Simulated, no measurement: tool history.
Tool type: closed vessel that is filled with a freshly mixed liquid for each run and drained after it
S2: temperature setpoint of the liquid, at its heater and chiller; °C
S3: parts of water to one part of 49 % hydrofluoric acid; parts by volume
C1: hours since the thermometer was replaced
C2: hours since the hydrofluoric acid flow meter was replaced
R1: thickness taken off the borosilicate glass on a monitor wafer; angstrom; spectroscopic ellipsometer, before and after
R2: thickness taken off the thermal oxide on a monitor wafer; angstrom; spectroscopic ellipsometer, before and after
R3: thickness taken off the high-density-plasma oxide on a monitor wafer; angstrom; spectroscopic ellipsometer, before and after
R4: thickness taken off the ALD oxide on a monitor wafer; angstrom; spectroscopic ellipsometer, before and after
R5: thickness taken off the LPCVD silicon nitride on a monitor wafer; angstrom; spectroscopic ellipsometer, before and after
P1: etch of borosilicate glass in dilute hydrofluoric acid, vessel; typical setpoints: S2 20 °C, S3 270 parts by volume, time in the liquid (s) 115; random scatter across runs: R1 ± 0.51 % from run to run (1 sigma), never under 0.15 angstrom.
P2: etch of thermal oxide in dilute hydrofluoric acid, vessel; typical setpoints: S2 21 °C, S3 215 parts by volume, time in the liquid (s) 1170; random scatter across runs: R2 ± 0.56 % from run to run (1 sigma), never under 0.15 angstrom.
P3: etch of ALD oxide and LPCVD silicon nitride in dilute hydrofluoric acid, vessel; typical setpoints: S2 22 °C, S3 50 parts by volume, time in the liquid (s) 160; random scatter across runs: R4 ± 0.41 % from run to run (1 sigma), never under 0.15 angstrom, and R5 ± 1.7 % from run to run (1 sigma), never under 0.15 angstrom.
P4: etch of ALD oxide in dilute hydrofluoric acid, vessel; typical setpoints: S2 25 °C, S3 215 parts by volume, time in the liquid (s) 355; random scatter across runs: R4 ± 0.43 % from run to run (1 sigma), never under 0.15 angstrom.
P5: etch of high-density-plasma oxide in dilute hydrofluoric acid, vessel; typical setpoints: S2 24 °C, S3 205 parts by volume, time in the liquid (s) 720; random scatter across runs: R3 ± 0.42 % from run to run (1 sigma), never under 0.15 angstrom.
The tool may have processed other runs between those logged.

Run 1, hour 6.6: process that ran P1, S2 20 °C, S3 270 parts by volume, time in the liquid (s) 115; C1 1365.9; C2 718.3. Result: R1 84.729 angstrom.
Run 2, hour 11.2: process that ran P1, S2 20 °C, S3 270 parts by volume, time in the liquid (s) 115; C1 1370.5; C2 722.9. Result: R1 84.442 angstrom.
Run 3, hour 17.6: process that ran P2, S2 17 °C, S3 215 parts by volume, time in the liquid (s) 1170; C1 1376.9; C2 729.3. Result: R2 178.07 angstrom.
Run 4, hour 22.8: process that ran P1, S2 20 °C, S3 270 parts by volume, time in the liquid (s) 115; C1 1382.1; C2 734.5. Result: R1 84.236 angstrom.
Run 5, hour 26.9: process that ran P1, S2 17 °C, S3 270 parts by volume, time in the liquid (s) 115; C1 1386.2; C2 738.6. Result: R1 75.454 angstrom.
Run 6, hour 32.7: process that ran P5, S2 24 °C, S3 205 parts by volume, time in the liquid (s) 1430; C1 1392; C2 744.4. Result: R3 392.66 angstrom.
Run 7, hour 36.5: process that ran P1, S2 20 °C, S3 125 parts by volume, time in the liquid (s) 115; C1 1395.8; C2 748.2. Result: R1 208.89 angstrom.
Run 8, hour 41.6: process that ran P3, S2 22 °C, S3 50 parts by volume, time in the liquid (s) 160; C1 1400.9; C2 753.3. Result: R4 497.42 angstrom, R5 15.34 angstrom.
Run 9, hour 45: process that ran P1, S2 27.5 °C, S3 270 parts by volume, time in the liquid (s) 115; C1 1404.3; C2 756.7. Result: R1 110.49 angstrom.
Run 10, hour 48.5: process that ran P2, S2 21 °C, S3 215 parts by volume, time in the liquid (s) 1170; C1 1407.8; C2 760.2. Result: R2 208.02 angstrom.
Run 11, hour 53.6: process that ran P1, S2 20 °C, S3 370 parts by volume, time in the liquid (s) 115; C1 1412.9; C2 765.3. Result: R1 56.332 angstrom.
Run 12, hour 59.1: process that ran P3, S2 22 °C, S3 50 parts by volume, time in the liquid (s) 305; C1 1418.4; C2 770.8. Result: R4 950.46 angstrom, R5 30.382 angstrom.
Run 13, hour 62.6: process that ran P1, S2 20 °C, S3 270 parts by volume, time in the liquid (s) 30; C1 1421.9; C2 774.3. Result: R1 22.217 angstrom.
Run 14, hour 69.2: process that ran P1, S2 20 °C, S3 270 parts by volume, time in the liquid (s) 175; C1 1428.5; C2 780.9. Result: R1 129.07 angstrom.
Run 15, hour 72.8: process that ran P5, S2 24 °C, S3 205 parts by volume, time in the liquid (s) 720; C1 1432.1; C2 784.5. Result: R3 196.11 angstrom.
Run 16, hour 78.6: process that ran P3, S2 22 °C, S3 75 parts by volume, time in the liquid (s) 160; C1 1437.9; C2 790.3. Result: R4 319.74 angstrom, R5 10.431 angstrom.
Run 17, hour 85: process that ran P4, S2 32.5 °C, S3 215 parts by volume, time in the liquid (s) 355; C1 1444.3; C2 796.7. Result: R4 278.24 angstrom.
Run 18, hour 91.8: process that ran P5, S2 24 °C, S3 330 parts by volume, time in the liquid (s) 720; C1 1451.1; C2 803.5. Result: R3 108.35 angstrom.
Run 19, hour 95.3: process that ran P1, S2 20 °C, S3 270 parts by volume, time in the liquid (s) 115; C1 1454.6; C2 807. Result: R1 84.284 angstrom.
Run 20, hour 102.1: process that ran P1, S2 20 °C, S3 270 parts by volume, time in the liquid (s) 115; C1 1461.4; C2 813.8. Result: R1 84.917 angstrom.
Run 21, hour 105.1: process that ran P3, S2 17 °C, S3 50 parts by volume, time in the liquid (s) 160; C1 1464.4; C2 816.8. Result: R4 401.79 angstrom, R5 10.7 angstrom.
Run 22, hour 109.3: process that ran P4, S2 25 °C, S3 115 parts by volume, time in the liquid (s) 355; C1 1468.6; C2 821. Result: R4 448.09 angstrom.
Run 23, hour 113.4: process that ran P1, S2 27 °C, S3 270 parts by volume, time in the liquid (s) 205; C1 1472.7; C2 825.1. Result: R1 192.21 angstrom.
Run 24, hour 118.2: process that ran P2, S2 21 °C, S3 215 parts by volume, time in the liquid (s) 515; C1 1477.5; C2 829.9. Result: R2 91.724 angstrom.
Run 25, hour 124: process that ran P1, S2 20 °C, S3 270 parts by volume, time in the liquid (s) 115; C1 1483.3; C2 835.7. Result: R1 84.216 angstrom.
Run 26, hour 130.3: process that ran P2, S2 21 °C, S3 30 parts by volume, time in the liquid (s) 1170; C1 1489.6; C2 842. Result: R2 1827.8 angstrom.
Run 27, hour 135: process that ran P4, S2 25 °C, S3 215 parts by volume, time in the liquid (s) 710; C1 1494.3; C2 846.7. Result: R4 425.78 angstrom.
Run 28, hour 138.1: process that ran P5, S2 30.5 °C, S3 205 parts by volume, time in the liquid (s) 720; C1 1497.4; C2 849.8. Result: R3 249.02 angstrom.
Run 29, hour 142.8: process that ran P3, S2 22 °C, S3 50 parts by volume, time in the liquid (s) 160; C1 1502.1; C2 854.5. Result: R4 494.72 angstrom, R5 14.936 angstrom.
Run 30, hour 147.2: process that ran P4, S2 25 °C, S3 215 parts by volume, time in the liquid (s) 355; C1 1506.5; C2 858.9. Result: R4 215.35 angstrom.
Run 31, hour 151.5: process that ran P1, S2 20 °C, S3 270 parts by volume, time in the liquid (s) 115; C1 1510.8; C2 863.2. Result: R1 84.58 angstrom.
Run 32, hour 155.9: process that ran P1, S2 20 °C, S3 270 parts by volume, time in the liquid (s) 115; C1 1515.2; C2 867.6. Result: R1 81.871 angstrom.
Run 33, hour 162.1: process that ran P1, S2 20 °C, S3 270 parts by volume, time in the liquid (s) 115; C1 1521.4; C2 873.8. Result: R1 79.636 angstrom.
Run 34, hour 168: process that ran P1, S2 20 °C, S3 270 parts by volume, time in the liquid (s) 115; C1 1527.3; C2 879.7. Result: R1 78.415 angstrom.
Run 35, hour 171.1: process that ran P1, S2 20 °C, S3 270 parts by volume, time in the liquid (s) 115; C1 1530.4; C2 882.8. Result: R1 78.691 angstrom.
Run 36, hour 176.4: process that ran P1, S2 20 °C, S3 270 parts by volume, time in the liquid (s) 115; C1 1535.7; C2 888.1. Result: R1 78.623 angstrom.
Run 37, hour 182.6: process that ran P1, S2 20 °C, S3 270 parts by volume, time in the liquid (s) 115; C1 1541.9; C2 894.3. Result: R1 79.427 angstrom.

Compared with where it was, what P1 gives has crept away. Each cause listed below fits the log as well as the rest, at the size given for it:
A: hydrofluoric acid flow below the setpoint (%) = 5.96
B: liquid colder than its thermometer reads (K) = 2.06
The onset of the drift is placed at about hour 151.5.

You are offered 4 check runs, listed below with question marks in place of their results; each one averages 2 wafers. Which run separates the listed causes by giving clearly different results for each?
Run check 1, hour 188.8: process that ran P5, S2 24 °C, S3 295 parts by volume, time in the liquid (s) 720. Result: R3 ?.
Run check 2, hour 188.8: process that ran P4, S2 29.5 °C, S3 215 parts by volume, time in the liquid (s) 640. Result: R4 ?.
Run check 3, hour 188.8: process that ran P3, S2 17 °C, S3 50 parts by volume, time in the liquid (s) 300. Result: R4 ?, R5 ?.
Run check 4, hour 188.8: process that ran P2, S2 17 °C, S3 215 parts by volume, time in the liquid (s) 1170. Result: R2 ?.

How each check would come out, cause by cause:
  check  result    if A    if B
check 1      R3  115.73  116.53
check 2      R4  420.12  422.63
check 3      R4  703.09  685.52
check 3      R5  19.195  17.578
check 4      R2  165.19  163.75
Smallest distance between any two causes, each pair judged by its most separating result, in per cent: check 1 0.69 %; check 2 0.59 %; check 3 8.8 %; check 4 0.88 %
The causes can be told apart only by check 3. The other checks would give nearly the same results under each of them.

Check 3 has now been run. It gave: R4 706.27 angstrom; R5 19.607 angstrom. Which of the candidate causes is it?

A is the cause: hydrofluoric acid flow below the setpoint (%).
